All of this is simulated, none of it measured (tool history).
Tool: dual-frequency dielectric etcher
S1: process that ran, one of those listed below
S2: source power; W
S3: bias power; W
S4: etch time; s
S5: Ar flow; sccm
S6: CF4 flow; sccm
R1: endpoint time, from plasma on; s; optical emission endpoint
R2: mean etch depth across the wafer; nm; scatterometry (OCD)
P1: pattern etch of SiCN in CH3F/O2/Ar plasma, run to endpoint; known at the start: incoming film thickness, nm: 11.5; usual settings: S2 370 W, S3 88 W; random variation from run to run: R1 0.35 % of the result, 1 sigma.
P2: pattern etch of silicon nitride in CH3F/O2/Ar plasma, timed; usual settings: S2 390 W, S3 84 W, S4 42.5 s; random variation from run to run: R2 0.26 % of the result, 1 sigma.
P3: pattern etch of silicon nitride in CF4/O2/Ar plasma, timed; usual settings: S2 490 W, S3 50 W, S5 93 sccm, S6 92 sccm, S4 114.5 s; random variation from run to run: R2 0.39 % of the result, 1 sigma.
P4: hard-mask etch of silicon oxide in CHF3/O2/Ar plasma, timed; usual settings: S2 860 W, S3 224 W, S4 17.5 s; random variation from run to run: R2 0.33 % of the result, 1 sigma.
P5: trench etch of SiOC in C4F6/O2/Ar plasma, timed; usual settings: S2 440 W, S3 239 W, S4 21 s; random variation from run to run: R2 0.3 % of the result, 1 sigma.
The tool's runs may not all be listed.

Run 1, hour 11.6: S1 P1, S2 370 W, S3 88 W. Result: R1 28.717 s.
Run 2, hour 20.5: S1 P4, S2 860 W, S3 224 W, S4 17.5 s. Result: R2 42.543 nm.
Run 3, hour 26.9: S1 P2, S2 390 W, S3 84 W, S4 42.5 s. Result: R2 31.225 nm.
Run 4, hour 34.7: S1 P2, S2 390 W, S3 118 W, S4 42.5 s. Result: R2 35.462 nm.
Run 5, hour 45.1: S1 P5, S2 440 W, S3 239 W, S4 12.5 s. Result: R2 29.749 nm.
Run 6, hour 52.1: S1 P1, S2 370 W, S3 88 W. Result: R1 28.622 s.
Run 7, hour 59.1: S1 P2, S2 470 W, S3 84 W, S4 42.5 s. Result: R2 33.487 nm.
Run 8, hour 67.4: S1 P4, S2 860 W, S3 314 W, S4 17.5 s. Result: R2 48.187 nm.
Run 9, hour 77.2: S1 P3, S2 490 W, S3 64 W, S4 114.5 s, S5 93 sccm, S6 92 sccm. Result: R2 236.62 nm.
Run 10, hour 83.5: S1 P3, S2 680 W, S3 50 W, S4 114.5 s, S5 93 sccm, S6 92 sccm. Result: R2 284.17 nm.
Run 11, hour 91.5: S1 P1, S2 480 W, S3 108 W. Result: R1 24.145 s.
Run 12, hour 103.4: S1 P1, S2 370 W, S3 88 W. Result: R1 28.649 s.
Run 13, hour 112.3: S1 P3, S2 490 W, S3 50 W, S4 114.5 s, S5 93 sccm, S6 92 sccm. Result: R2 215.23 nm.
Run 14, hour 125.1: S1 P5, S2 440 W, S3 239 W, S4 21 s. Result: R2 49.748 nm.
Run 15, hour 131.6: S1 P1, S2 500 W, S3 88 W. Result: R1 25.58 s.
Run 16, hour 141.2: S1 P1, S2 370 W, S3 88 W. Result: R1 28.661 s.
Run 17, hour 148.8: S1 P2, S2 390 W, S3 84 W, S4 52.5 s. Result: R2 38.557 nm.
Run 18, hour 160.1: S1 P1, S2 370 W, S3 124 W. Result: R1 25.069 s.
Run 19, hour 166.3: S1 P4, S2 1210 W, S3 224 W, S4 17.5 s. Result: R2 48.617 nm.
Run 20, hour 174.5: S1 P3, S2 490 W, S3 50 W, S4 114.5 s, S5 65 sccm, S6 92 sccm. Result: R2 223.37 nm.
Run 21, hour 186.1: S1 P3, S2 490 W, S3 50 W, S4 114.5 s, S5 93 sccm, S6 68 sccm. Result: R2 205.29 nm.
Run 22, hour 198.6: S1 P3, S2 490 W, S3 50 W, S4 83.5 s, S5 93 sccm, S6 92 sccm. Result: R2 156.22 nm.
Run 23, hour 204.6: S1 P1, S2 370 W, S3 68 W. Result: R1 31.499 s.
Run 24, hour 214.3: S1 P5, S2 440 W, S3 195 W, S4 21 s. Result: R2 46.736 nm.
Run 25, hour 220.5: S1 P5, S2 350 W, S3 239 W, S4 21 s. Result: R2 45.261 nm.
Run 26, hour 226.1: S1 P4, S2 860 W, S3 224 W, S4 11.5 s. Result: R2 28.005 nm.
Run 27, hour 235.9: S1 P1, S2 270 W, S3 88 W. Result: R1 32.03 s.
Run 28, hour 247.7: S1 P4, S2 860 W, S3 224 W, S4 17.5 s. Result: R2 42.458 nm.
Run 29, hour 254: S1 P1, S2 370 W, S3 88 W. Result: R1 28.691 s.
Run 30, hour 264.9: S1 P1, S2 370 W, S3 88 W. Result: R1 28.419 s.
Run 31, hour 272: S1 P1, S2 370 W, S3 88 W. Result: R1 28.381 s.
Run 32, hour 279.8: S1 P1, S2 370 W, S3 88 W. Result: R1 28.228 s.
Run 33, hour 287.7: S1 P1, S2 370 W, S3 88 W. Result: R1 28.298 s.
At hour 292.5: wet clean of the chamber.
Run 34, hour 298.6: S1 P1, S2 370 W, S3 88 W. Result: R1 28.115 s.
Run 35, hour 307.9: S1 P1, S2 370 W, S3 88 W. Result: R1 28.137 s.
Run 36, hour 318.7: S1 P1, S2 370 W, S3 88 W. Result: R1 28.171 s.
Run 37, hour 329.4: S1 P1, S2 370 W, S3 88 W. Result: R1 28.254 s.
Run 38, hour 337.1: S1 P1, S2 370 W, S3 88 W. Result: R1 28.067 s.
Run 39, hour 349.2: S1 P1, S2 370 W, S3 88 W. Result: R1 28.035 s.

What P1 gives has crept away from where it was. These 2 causes fit the log equally well, each at the size given:
A: bias power that arrives over what is set, % = 4.86
B: source power that arrives over what is set, % = 4.87
The creep began at about hour 254.
Why every other cause is out:
chamber walls in a state that raises the etch rate, %: serviced at hour 292.5, which brought nothing back

4 check runs are offered, each on 2 wafers whose results are averaged, their results left as question marks. Which one tells the causes apart?
Run check 1, hour 361.3: S1 P4, S2 860 W, S3 224 W, S4 17.5 s. Result: R2 ?.
Run check 2, hour 361.3: S1 P5, S2 440 W, S3 239 W, S4 21 s. Result: R2 ?.
Run check 3, hour 361.3: S1 P3, S2 490 W, S3 50 W, S4 114.5 s, S5 93 sccm, S6 92 sccm. Result: R2 ?.
Run check 4, hour 361.3: S1 P2, S2 390 W, S3 84 W, S4 42.5 s. Result: R2 ?.

What each check would give under each cause:
  check  result    if A    if B
check 1      R2  43.223  43.299
check 2      R2  50.459  50.578
check 3      R2  218.25  223.45
check 4      R2  31.744  31.774
How far apart the two closest causes lie, in the result that separates them most: check 1 0.18 %; check 2 0.24 %; check 3 2.35 %; check 4 0.09 %
Check 3 tells the causes apart: in the others they would give nearly the same result.

Then check 3 was run and gave: R2 218.27 nm. Which cause is it?

It is A: bias power that arrives over what is set, %.
